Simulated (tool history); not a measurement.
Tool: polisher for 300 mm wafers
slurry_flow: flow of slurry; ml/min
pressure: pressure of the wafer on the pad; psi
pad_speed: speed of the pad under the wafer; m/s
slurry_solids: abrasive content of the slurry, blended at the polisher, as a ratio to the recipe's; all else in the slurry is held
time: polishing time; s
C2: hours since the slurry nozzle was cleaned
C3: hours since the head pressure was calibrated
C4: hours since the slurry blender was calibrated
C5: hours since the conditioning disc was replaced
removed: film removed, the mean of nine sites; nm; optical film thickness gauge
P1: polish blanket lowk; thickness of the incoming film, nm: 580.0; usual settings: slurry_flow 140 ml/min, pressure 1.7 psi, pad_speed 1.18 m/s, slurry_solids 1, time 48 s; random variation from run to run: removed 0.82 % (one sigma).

{"run": 1, "hour": 7.6, "slurry_flow": 140, "pressure": 1.7, "pad_speed": 1.18, "slurry_solids": 1, "time": 48, "wafers polished on this pad": 238, "C2": 139.8, "C3": 384.1, "C4": 188.3, "C5": 339.4, "removed": 18.093}
{"run": 2, "hour": 17.7, "slurry_flow": 205, "pressure": 1.7, "pad_speed": 1.18, "slurry_solids": 1.3, "time": 48, "wafers polished on this pad": 348, "C2": 149.9, "C3": 394.2, "C4": 198.4, "C5": 349.5, "removed": 21.287}
{"run": 3, "hour": 30.7, "slurry_flow": 140, "pressure": 1.7, "pad_speed": 1.18, "slurry_solids": 1, "time": 48, "wafers polished on this pad": 488, "C2": 162.9, "C3": 407.2, "C4": 211.4, "C5": 362.5, "removed": 18.14}
{"run": 4, "hour": 44.2, "slurry_flow": 140, "pressure": 1.7, "pad_speed": 1.18, "slurry_solids": 1, "time": 48, "wafers polished on this pad": 635, "C2": 176.4, "C3": 420.7, "C4": 224.9, "C5": 376, "removed": 17.718}
{"run": 5, "hour": 56.2, "slurry_flow": 140, "pressure": 1.7, "pad_speed": 1.18, "slurry_solids": 1, "time": 48, "wafers polished on this pad": 765, "C2": 188.4, "C3": 432.7, "C4": 236.9, "C5": 388, "removed": 18.127}
{"run": 6, "hour": 62.8, "slurry_flow": 140, "pressure": 1.7, "pad_speed": 1.18, "slurry_solids": 1, "time": 62, "wafers polished on this pad": 836, "C2": 195, "C3": 439.3, "C4": 243.5, "C5": 394.6, "removed": 23.298}
{"run": 7, "hour": 70.6, "slurry_flow": 140, "pressure": 1.7, "pad_speed": 1.6, "slurry_solids": 1, "time": 48, "wafers polished on this pad": 921, "C2": 202.8, "C3": 447.1, "C4": 251.3, "C5": 402.4, "removed": 22.891}
{"run": 8, "hour": 79.1, "slurry_flow": 85, "pressure": 1.7, "pad_speed": 1.18, "slurry_solids": 1, "time": 48, "wafers polished on this pad": 1013, "C2": 211.3, "C3": 455.6, "C4": 259.8, "C5": 410.9, "removed": 15.988}
{"run": 9, "hour": 88.1, "slurry_flow": 200, "pressure": 1.7, "pad_speed": 1.18, "slurry_solids": 1, "time": 48, "wafers polished on this pad": 1110, "C2": 220.3, "C3": 464.6, "C4": 268.8, "C5": 419.9, "removed": 19.038}
{"run": 10, "hour": 100.4, "slurry_flow": 140, "pressure": 1.7, "pad_speed": 1.18, "slurry_solids": 1, "time": 48, "wafers polished on this pad": 1244, "C2": 232.6, "C3": 476.9, "C4": 281.1, "C5": 432.2, "removed": 18.168}
{"run": 11, "hour": 110.3, "slurry_flow": 140, "pressure": 2.7, "pad_speed": 1.18, "slurry_solids": 1, "time": 48, "wafers polished on this pad": 1351, "C2": 242.5, "C3": 486.8, "C4": 291, "C5": 442.1, "removed": 28.556}
{"run": 12, "hour": 118.9, "slurry_flow": 140, "pressure": 1.7, "pad_speed": 0.62, "slurry_solids": 1, "time": 48, "wafers polished on this pad": 1444, "C2": 251.1, "C3": 495.4, "C4": 299.6, "C5": 450.7, "removed": 10.898}
{"run": 13, "hour": 129.5, "slurry_flow": 140, "pressure": 1.7, "pad_speed": 1.18, "slurry_solids": 0.5, "time": 48, "wafers polished on this pad": 1559, "C2": 261.7, "C3": 506, "C4": 310.2, "C5": 461.3, "removed": 12.389}
{"run": 14, "hour": 140.3, "slurry_flow": 140, "pressure": 1.1, "pad_speed": 1.18, "slurry_solids": 1, "time": 48, "wafers polished on this pad": 1676, "C2": 272.5, "C3": 516.8, "C4": 321, "C5": 472.1, "removed": 11.806}
{"hour": 146.2, "done": "worn pad replaced by a new one"}
{"run": 15, "hour": 149.9, "slurry_flow": 140, "pressure": 1.7, "pad_speed": 1.18, "slurry_solids": 1, "time": 23, "wafers polished on this pad": 40, "C2": 282.1, "C3": 526.4, "C4": 330.6, "C5": 481.7, "removed": 8.604}
{"run": 16, "hour": 161.1, "slurry_flow": 140, "pressure": 1.7, "pad_speed": 1.18, "slurry_solids": 1.25, "time": 48, "wafers polished on this pad": 162, "C2": 293.3, "C3": 537.6, "C4": 341.8, "C5": 492.9, "removed": 19.77}
{"run": 17, "hour": 170.9, "slurry_flow": 140, "pressure": 1.7, "pad_speed": 1.18, "slurry_solids": 1, "time": 48, "wafers polished on this pad": 268, "C2": 303.1, "C3": 547.4, "C4": 351.6, "C5": 502.7, "removed": 17.806}
{"run": 18, "hour": 183.8, "slurry_flow": 140, "pressure": 1.7, "pad_speed": 1.18, "slurry_solids": 1, "time": 48, "wafers polished on this pad": 408, "C2": 316, "C3": 560.3, "C4": 364.5, "C5": 515.6, "removed": 18.115}
{"run": 19, "hour": 197.5, "slurry_flow": 140, "pressure": 1.7, "pad_speed": 1.18, "slurry_solids": 1, "time": 48, "wafers polished on this pad": 556, "C2": 329.7, "C3": 574, "C4": 378.2, "C5": 529.3, "removed": 17.096}
{"run": 20, "hour": 204.2, "slurry_flow": 140, "pressure": 1.7, "pad_speed": 1.18, "slurry_solids": 1, "time": 48, "wafers polished on this pad": 629, "C2": 336.4, "C3": 580.7, "C4": 384.9, "C5": 536, "removed": 16.813}
{"run": 21, "hour": 213.2, "slurry_flow": 140, "pressure": 1.7, "pad_speed": 1.18, "slurry_solids": 1, "time": 48, "wafers polished on this pad": 726, "C2": 345.4, "C3": 589.7, "C4": 393.9, "C5": 545, "removed": 16.658}
{"run": 22, "hour": 221.9, "slurry_flow": 140, "pressure": 1.7, "pad_speed": 1.18, "slurry_solids": 1, "time": 48, "wafers polished on this pad": 821, "C2": 354.1, "C3": 598.4, "C4": 402.6, "C5": 553.7, "removed": 16.1}
{"hour": 222.5, "done": "conditioning disc replaced and pad reconditioned"}
{"hour": 223.0, "done": "worn pad replaced by a new one"}
{"run": 23, "hour": 234.2, "slurry_flow": 140, "pressure": 1.7, "pad_speed": 1.18, "slurry_solids": 1, "time": 48, "wafers polished on this pad": 122, "C2": 366.4, "C3": 610.7, "C4": 414.9, "C5": 11.7, "removed": 16.293}

Forecast run 24:
{"hour": 241.2, "done": "slurry nozzle cleaned"}
{"run": 24, "hour": 247.0, "slurry_flow": 140, "pressure": 1.7, "pad_speed": 1.18, "slurry_solids": 1, "time": 48, "wafers polished on this pad": 261, "C2": 5.8, "C3": 623.5, "C4": 427.7, "C5": 24.5, "removed": "?"}

{"run 24": {"removed": 15.932}}
